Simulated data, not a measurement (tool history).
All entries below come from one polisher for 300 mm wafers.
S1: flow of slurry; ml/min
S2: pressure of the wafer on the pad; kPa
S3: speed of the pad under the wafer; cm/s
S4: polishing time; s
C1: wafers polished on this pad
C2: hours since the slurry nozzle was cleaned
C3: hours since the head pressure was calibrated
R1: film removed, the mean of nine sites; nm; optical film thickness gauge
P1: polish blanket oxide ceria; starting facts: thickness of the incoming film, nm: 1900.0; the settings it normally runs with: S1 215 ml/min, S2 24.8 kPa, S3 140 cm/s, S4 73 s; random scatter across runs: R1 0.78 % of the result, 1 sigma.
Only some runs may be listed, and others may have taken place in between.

run 1 hour=9.8 | S1=215 S2=24.8 S3=140 S4=73 | C1=494 C2=265.3 C3=850.9 | R1=441.64
run 2 hour=19.7 | S1=215 S2=33.8 S3=140 S4=73 | C1=581 C2=275.2 C3=860.8 | R1=612.29
run 3 hour=28.1 | S1=340 S2=24.8 S3=140 S4=73 | C1=655 C2=283.6 C3=869.2 | R1=463.82
run 4 hour=33.0 | S1=215 S2=24.8 S3=140 S4=73 | C1=698 C2=288.5 C3=874.1 | R1=446.13
-- hour=34.0 worn pad replaced by a new one
run 5 hour=42.8 | S1=295 S2=37.9 S3=140 S4=73 | C1=77 C2=298.3 C3=883.9 | R1=715.49
run 6 hour=49.2 | S1=215 S2=24.8 S3=84 S4=73 | C1=134 C2=304.7 C3=890.3 | R1=267.97
run 7 hour=54.5 | S1=295 S2=24.8 S3=106 S4=73 | C1=180 C2=310.0 C3=895.6 | R1=349.74
run 8 hour=59.9 | S1=150 S2=24.8 S3=176 S4=73 | C1=228 C2=315.4 C3=901.0 | R1=531.90
run 9 hour=70.0 | S1=215 S2=24.8 S3=220 S4=73 | C1=317 C2=325.5 C3=911.1 | R1=704.56
run 10 hour=77.8 | S1=215 S2=11.0 S3=140 S4=73 | C1=386 C2=333.3 C3=918.9 | R1=200.25
run 11 hour=82.9 | S1=215 S2=24.8 S3=140 S4=73 | C1=431 C2=338.4 C3=924.0 | R1=449.11
run 12 hour=93.4 | S1=215 S2=24.8 S3=140 S4=33 | C1=523 C2=348.9 C3=934.5 | R1=200.09
run 13 hour=101.0 | S1=215 S2=24.8 S3=140 S4=96 | C1=590 C2=356.5 C3=942.1 | R1=589.42
run 14 hour=106.6 | S1=215 S2=24.8 S3=140 S4=73 | C1=640 C2=362.1 C3=947.7 | R1=447.10
run 15 hour=114.0 | S1=215 S2=24.8 S3=140 S4=73 | C1=705 C2=369.5 C3=955.1 | R1=446.36
run 16 hour=121.1 | S1=215 S2=24.8 S3=140 S4=73 | C1=768 C2=376.6 C3=962.2 | R1=451.71
run 17 hour=128.0 | S1=130 S2=24.8 S3=140 S4=73 | C1=829 C2=383.5 C3=969.1 | R1=416.08
run 18 hour=137.9 | S1=215 S2=24.8 S3=140 S4=73 | C1=916 C2=393.4 C3=979.0 | R1=443.70
run 19 hour=142.4 | S1=215 S2=24.8 S3=140 S4=73 | C1=956 C2=397.9 C3=983.5 | R1=446.98
run 20 hour=150.7 | S1=215 S2=24.8 S3=140 S4=73 | C1=1029 C2=406.2 C3=991.8 | R1=437.47
run 21 hour=160.6 | S1=215 S2=24.8 S3=140 S4=73 | C1=1116 C2=416.1 C3=1001.7 | R1=426.53
run 22 hour=168.0 | S1=215 S2=24.8 S3=140 S4=73 | C1=1181 C2=423.5 C3=1009.1 | R1=431.99
run 23 hour=178.2 | S1=215 S2=24.8 S3=140 S4=73 | C1=1271 C2=433.7 C3=1019.3 | R1=426.09
run 24 hour=185.4 | S1=215 S2=24.8 S3=140 S4=73 | C1=1335 C2=440.9 C3=1026.5 | R1=425.43
-- hour=193.4 worn pad replaced by a new one
run 25 hour=194.1 | S1=215 S2=24.8 S3=140 S4=73 | C1=6 C2=449.6 C3=1035.2 | R1=419.50
run 26 hour=203.8 | S1=215 S2=24.8 S3=140 S4=73 | C1=92 C2=459.3 C3=1044.9 | R1=420.22
run 27 hour=210.0 | S1=215 S2=24.8 S3=140 S4=73 | C1=146 C2=465.5 C3=1051.1 | R1=426.05
run 28 hour=218.2 | S1=215 S2=24.8 S3=140 S4=73 | C1=219 C2=473.7 C3=1059.3 | R1=413.30
run 29 hour=227.0 | S1=215 S2=24.8 S3=140 S4=73 | C1=296 C2=482.5 C3=1068.1 | R1=416.99
run 30 hour=236.5 | S1=215 S2=24.8 S3=140 S4=73 | C1=380 C2=492.0 C3=1077.6 | R1=411.12

What P1 gives has crept off from where it sat before. The 2 causes that follow fit the log equally well, each at the size noted:
A: head's pressure below its setpoint, % = 7.3
B: slurry flow missing at the pad, % = 38.5
The onset of the drift is placed at about hour 142.4.
What rules out each remaining cause:
removal rate lost through wear of the pad, %: serviced after onset, at hour 193.4, with no recovery of the prior output

Which of the check runs below tells the causes apart, meaning the causes would give it clearly different results? Each run uses 5 wafers whose results are averaged, and each result is shown as a question mark.
run check 1 hour=246.0 | S1=335 S2=24.8 S3=140 S4=73 | R1=?
run check 2 hour=246.0 | S1=215 S2=24.8 S3=194 S4=56 | R1=?
run check 3 hour=246.0 | S1=215 S2=24.8 S3=208 S4=91 | R1=?
run check 4 hour=246.0 | S1=215 S2=24.8 S3=194 S4=40 | R1=?

If the cause were each of the candidates in turn, the checks would give the following:
check=check_1 result=R1 if_A=435.17 if_B=446.56
check=check_2 result=R1 if_A=442.42 if_B=442.37
check=check_3 result=R1 if_A=770.81 if_B=770.73
check=check_4 result=R1 if_A=316.01 if_B=315.98
Separation of the two closest causes in each check, using whichever result separates them best: check 1 2.59 %; check 2 0.01 %; check 3 0.01 %; check 4 0.01 %
Check 1 is the one run that separates the causes; every other check would come out nearly the same whichever cause is at work.

Running check 1 produced the following: R1 434.55 nm. Which one of the listed causes fits?

The cause is A: head's pressure below its setpoint, %.
